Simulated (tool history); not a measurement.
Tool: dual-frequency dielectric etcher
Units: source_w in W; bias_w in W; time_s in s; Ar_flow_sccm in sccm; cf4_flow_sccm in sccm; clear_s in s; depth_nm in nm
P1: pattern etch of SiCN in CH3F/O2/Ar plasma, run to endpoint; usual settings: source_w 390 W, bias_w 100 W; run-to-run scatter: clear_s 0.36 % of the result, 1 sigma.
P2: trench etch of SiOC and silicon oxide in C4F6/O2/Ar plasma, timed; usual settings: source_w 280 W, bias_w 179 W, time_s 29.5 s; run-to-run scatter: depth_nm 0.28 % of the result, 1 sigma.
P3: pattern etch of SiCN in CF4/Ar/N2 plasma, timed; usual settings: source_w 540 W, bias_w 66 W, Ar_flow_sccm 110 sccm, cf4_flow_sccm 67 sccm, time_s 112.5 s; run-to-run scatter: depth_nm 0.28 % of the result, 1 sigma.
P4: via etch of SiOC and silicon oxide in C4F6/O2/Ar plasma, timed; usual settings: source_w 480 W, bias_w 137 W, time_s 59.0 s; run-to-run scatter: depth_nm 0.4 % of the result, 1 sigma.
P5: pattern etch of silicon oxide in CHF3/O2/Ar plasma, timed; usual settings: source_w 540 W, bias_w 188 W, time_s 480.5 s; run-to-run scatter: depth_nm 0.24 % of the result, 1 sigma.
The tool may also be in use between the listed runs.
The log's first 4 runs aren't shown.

| run | hour | process | source_w | bias_w | time_s | Ar_flow_sccm | cf4_flow_sccm | hours since the last wet clean | hours since the last source power generator calibration | hours since the last bias power generator calibration | clear_s | depth_nm |
|---|---|---|---|---|---|---|---|---|---|---|---|---|
| 5 | 16.5 | P2 | 280 | 123 | 29.5 |  |  | 346.7 | 1959.6 | 1749.7 |  | 45.929 |
| 6 | 19.7 | P1 | 480 | 67 |  |  |  | 349.9 | 1962.8 | 1752.9 | 27.938 |  |
| 7 | 22.5 | P1 | 390 | 100 |  |  |  | 352.7 | 1965.6 | 1755.7 | 26.060 |  |
| 8 | 25.4 | P3 | 540 | 66 | 112.5 | 110 | 53 | 355.6 | 1968.5 | 1758.6 |  | 105.100 |
| 9 | 28.3 | P1 | 290 | 77 |  |  |  | 358.5 | 1971.4 | 1761.5 | 31.927 |  |
| 10 | 32.2 | P1 | 490 | 100 |  |  |  | 362.4 | 1975.3 | 1765.4 | 23.824 |  |
| 11 | 35.0 | P1 | 390 | 100 |  |  |  | 365.2 | 1978.1 | 1768.2 | 26.166 |  |
| 12 | 37.8 | P1 | 390 | 122 |  |  |  | 368.0 | 1980.9 | 1771.0 | 24.095 |  |
| 13 | 41.4 | P4 | 480 | 137 | 85.5 |  |  | 371.6 | 1984.5 | 1774.6 |  | 92.747 |
| 14 | 44.9 | P3 | 540 | 86 | 112.5 | 110 | 67 | 375.1 | 1988.0 | 1778.1 |  | 120.030 |
| 15 | 47.7 | P5 | 540 | 242 | 480.5 |  |  | 377.9 | 1990.8 | 1780.9 |  | 989.200 |
| 16 | 51.1 | P3 | 680 | 66 | 112.5 | 110 | 67 | 381.3 | 1994.2 | 1784.3 |  | 133.790 |
| 17 | 53.9 | P5 | 540 | 188 | 480.5 |  |  | 384.1 | 1997.0 | 1787.1 |  | 903.870 |
| 18 | 56.2 | P2 | 280 | 179 | 16.0 |  |  | 386.4 | 1999.3 | 1789.4 |  | 28.094 |
| 19 | 58.9 | P4 | 480 | 183 | 59.0 |  |  | 389.1 | 2002.0 | 1792.1 |  | 70.079 |
| 20 | 61.1 | P4 | 480 | 137 | 59.0 |  |  | 391.3 | 2004.2 | 1794.3 |  | 64.083 |
| 21 | 63.9 | P1 | 390 | 100 |  |  |  | 394.1 | 2007.0 | 1797.1 | 26.075 |  |
| 22 | 66.7 | P5 | 660 | 188 | 480.5 |  |  | 396.9 | 2009.8 | 1799.9 |  | 976.630 |
| 23 | 68.9 | P1 | 310 | 100 |  |  |  | 399.1 | 2012.0 | 1802.1 | 28.283 |  |
|  | 69.9 | wet clean of the chamber |
| 24 | 72.9 | P3 | 540 | 66 | 112.5 | 110 | 67 | 3.0 | 2016.0 | 1806.1 |  | 109.550 |
| 25 | 75.5 | P2 | 280 | 179 | 29.5 |  |  | 5.6 | 2018.6 | 1808.7 |  | 51.860 |
| 26 | 78.3 | P3 | 540 | 66 | 112.5 | 134 | 67 | 8.4 | 2021.4 | 1811.5 |  | 105.400 |
| 27 | 80.4 | P1 | 460 | 121 |  |  |  | 10.5 | 2023.5 | 1813.6 | 22.844 |  |

Forecast run 28:
| 28 | 83.6 | P2 | 190 | 179 | 29.5 |  |  | 13.7 | 2026.7 | 1816.8 |  | ? |

{"run 28": {"depth_nm": 44.606}}

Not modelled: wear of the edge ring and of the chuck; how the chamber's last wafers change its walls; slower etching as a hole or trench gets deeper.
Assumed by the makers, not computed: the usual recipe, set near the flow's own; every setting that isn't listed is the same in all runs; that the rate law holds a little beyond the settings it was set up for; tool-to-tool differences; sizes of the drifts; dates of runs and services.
